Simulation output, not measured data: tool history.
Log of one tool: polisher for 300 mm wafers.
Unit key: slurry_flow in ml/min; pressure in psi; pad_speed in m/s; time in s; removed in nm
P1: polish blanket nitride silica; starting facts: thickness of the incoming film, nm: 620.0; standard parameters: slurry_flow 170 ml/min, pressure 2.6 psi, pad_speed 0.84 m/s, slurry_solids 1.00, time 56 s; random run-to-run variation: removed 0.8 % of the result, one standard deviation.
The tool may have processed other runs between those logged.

run	hour	slurry_flow	pressure	pad_speed	slurry_solids	time	wafers polished on this pad	hours since the slurry nozzle was cleaned	hours since the head pressure was calibrated	hours since the slurry blender was calibrated	hours since the conditioning disc was replaced	removed
1	12.2	170	2.6	0.84	1.00	56	632	140.1	513.4	152.8	173.9	27.276
2	22.8	170	2.6	1.28	1.00	56	731	150.7	524.0	163.4	184.5	37.477
# hour 31.6: head pressure recalibrated
3	32.1	170	1.4	1.12	1.00	56	819	160.0	0.6	172.7	193.8	18.416
4	37.8	170	2.6	0.84	1.00	56	873	165.7	6.3	178.4	199.5	26.754
# hour 38.6: slurry nozzle cleaned
5	46.0	170	2.6	0.84	1.00	88	950	7.5	14.5	186.6	207.7	42.386
6	54.2	170	2.6	0.84	0.50	56	1027	15.7	22.7	194.8	215.9	18.571
7	62.5	170	2.6	0.84	1.00	56	1105	24.0	31.0	203.1	224.2	26.736
8	69.7	170	2.6	0.84	1.00	56	1173	31.2	38.2	210.3	231.4	26.646
9	78.1	170	3.4	0.84	1.00	56	1252	39.6	46.6	218.7	239.8	35.198
10	83.6	170	1.9	0.84	1.00	56	1304	45.1	52.1	224.2	245.3	19.538
11	89.8	170	2.6	0.84	1.00	29	1362	51.3	58.3	230.4	251.5	13.896
12	97.7	170	2.6	0.84	1.00	56	1436	59.2	66.2	238.3	259.4	26.504
13	104.6	170	2.6	0.38	1.00	56	1501	66.1	73.1	245.2	266.3	14.325
14	113.5	230	2.6	0.84	1.00	56	1585	75.0	82.0	254.1	275.2	27.978
15	124.2	100	2.6	0.84	1.00	56	1686	85.7	92.7	264.8	285.9	24.118
16	136.3	170	2.6	0.84	1.30	56	1800	97.8	104.8	276.9	298.0	30.046
17	144.7	130	1.9	0.84	1.00	56	1879	106.2	113.2	285.3	306.4	18.874
18	154.9	170	2.6	1.14	1.45	56	1975	116.4	123.4	295.5	316.6	40.303
19	162.1	170	2.6	0.84	1.00	56	2043	123.6	130.6	302.7	323.8	26.505
20	174.0	170	2.6	0.84	1.00	56	2155	135.5	142.5	314.6	335.7	24.865
21	184.4	170	2.6	0.84	1.00	56	2253	145.9	152.9	325.0	346.1	23.821
# hour 189.8: head pressure recalibrated
# hour 195.7: conditioning disc replaced and pad reconditioned
22	195.8	170	2.6	0.84	1.00	56	2360	157.3	6.1	336.4	0.2	23.606
# hour 204.5: slurry nozzle cleaned
23	204.9	170	2.6	0.84	1.00	56	2445	0.5	15.2	345.5	9.3	23.394
24	212.9	170	2.6	0.84	1.00	56	2521	8.5	23.2	353.5	17.3	23.488
25	219.3	170	2.6	0.84	1.00	56	2581	14.9	29.6	359.9	23.7	23.151

What P1 gives has crept away from where it was. These 2 causes fit the log equally well, each at the size given:
A: removal rate lost through wear of the pad, % = 13.4
B: abrasive missing from the slurry, % = 25.3
At approximately hour 162.1, the process output began to creep.
Each remaining cause and why it is not a fit:
slurry flow missing at the pad, %: serviced at hour 204.5, which brought nothing back
head's pressure below its setpoint, %: serviced at hour 189.8, which brought nothing back
time polished since the conditioner stopped cutting, s: serviced at hour 195.7, which brought nothing back

Each of the check runs listed below is run on 5 wafers and reports their average, with the results left as question marks. Pick the one under which the possible causes would lead to clearly different results.
check 1	225.7	170	2.6	0.42	1.00	56						?
check 2	225.7	170	2.6	1.24	1.00	67						?
check 3	225.7	170	3.4	0.42	1.00	56						?
check 4	225.7	170	2.6	0.62	0.65	56						?

Outcome of each check run for each possible cause:
check	result	if A	if B
check 1	removed	13.346	13.355
check 2	removed	37.965	37.991
check 3	removed	17.453	17.465
check 4	removed	14.642	14.204
How far apart the two closest causes lie, in the result that separates them most: check 1 0.07 %; check 2 0.07 %; check 3 0.07 %; check 4 3.03 %
The other checks would show nearly matching results whichever cause is true, so check 4 is the only one that separates the causes.

With check 4 done, the readings were: removed 14.593 nm. Identify which of the listed causes applies.

The correct cause is A, namely: removal rate lost through wear of the pad, %.
